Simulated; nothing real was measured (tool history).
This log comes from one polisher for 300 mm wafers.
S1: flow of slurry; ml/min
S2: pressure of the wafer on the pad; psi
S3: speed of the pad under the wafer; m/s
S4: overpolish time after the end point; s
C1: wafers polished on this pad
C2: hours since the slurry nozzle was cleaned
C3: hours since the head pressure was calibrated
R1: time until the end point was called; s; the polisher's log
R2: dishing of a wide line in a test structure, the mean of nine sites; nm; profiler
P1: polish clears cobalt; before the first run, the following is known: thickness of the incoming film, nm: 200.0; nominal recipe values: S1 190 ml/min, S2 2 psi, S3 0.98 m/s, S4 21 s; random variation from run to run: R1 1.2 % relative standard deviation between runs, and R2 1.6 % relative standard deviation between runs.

run,hour,S1,S2,S3,S4,C1,C2,C3,R1,R2
1,10.5,190,2,0.98,21,422,111.1,68.8,39.245,51.955
2,16.6,190,2,0.98,21,470,117.2,74.9,40.426,49.921
3,22.6,190,2,1.54,21,517,123.2,80.9,25.511,56.659
4,32.4,190,2,0.98,21,594,133,90.7,40.192,50.684
5,42.3,190,3.1,0.98,21,672,142.9,100.6,26.174,57.325
6,52.4,190,2.7,1.42,21,751,153,110.7,20.823,58.632
7,61.2,190,2,0.98,21,820,161.8,119.5,40.947,50.627
8,74.3,190,2,0.98,40,923,174.9,132.6,39.51,58.305
9,81.2,115,2,0.98,21,977,181.8,139.5,43.172,48.159
10,87,190,2,0.98,21,1023,187.6,145.3,40.962,48.793
11,98.3,300,2,0.98,21,1112,198.9,156.6,38.216,49.999
12,107.8,115,2,0.72,21,1186,208.4,166.1,60.454,41.763
13,115.6,190,2.8,1.4,21,1248,216.2,173.9,20.06,59.307
14,128,190,2,0.98,6,1345,228.6,186.3,40.119,23.098
15,141,190,0.9,0.98,21,1447,241.6,199.3,90.044,32.002
16,149.1,190,2,0.44,21,1511,249.7,207.4,90.515,32.841
17,157.8,190,2,0.98,21,1579,258.4,216.1,40.399,49.141
18,167.4,190,2,0.98,21,1654,268,225.7,41.934,48.643
19,178.8,190,2,0.98,21,1744,279.4,237.1,42.052,47.93
20,191.1,190,2,0.98,21,1840,291.7,249.4,43.235,49.27
21,202.6,190,2,0.98,21,1931,303.2,260.9,42.53,49.095
# hour 214.1: head pressure recalibrated
22,214.3,190,2,0.98,21,2023,314.9,0.2,43.068,48.039

Predict the results of run 23:
23,224.5,190,2,0.98,21,2103,325.1,10.4,?,?

R1: 43.686 s
R2: 46.176 nm
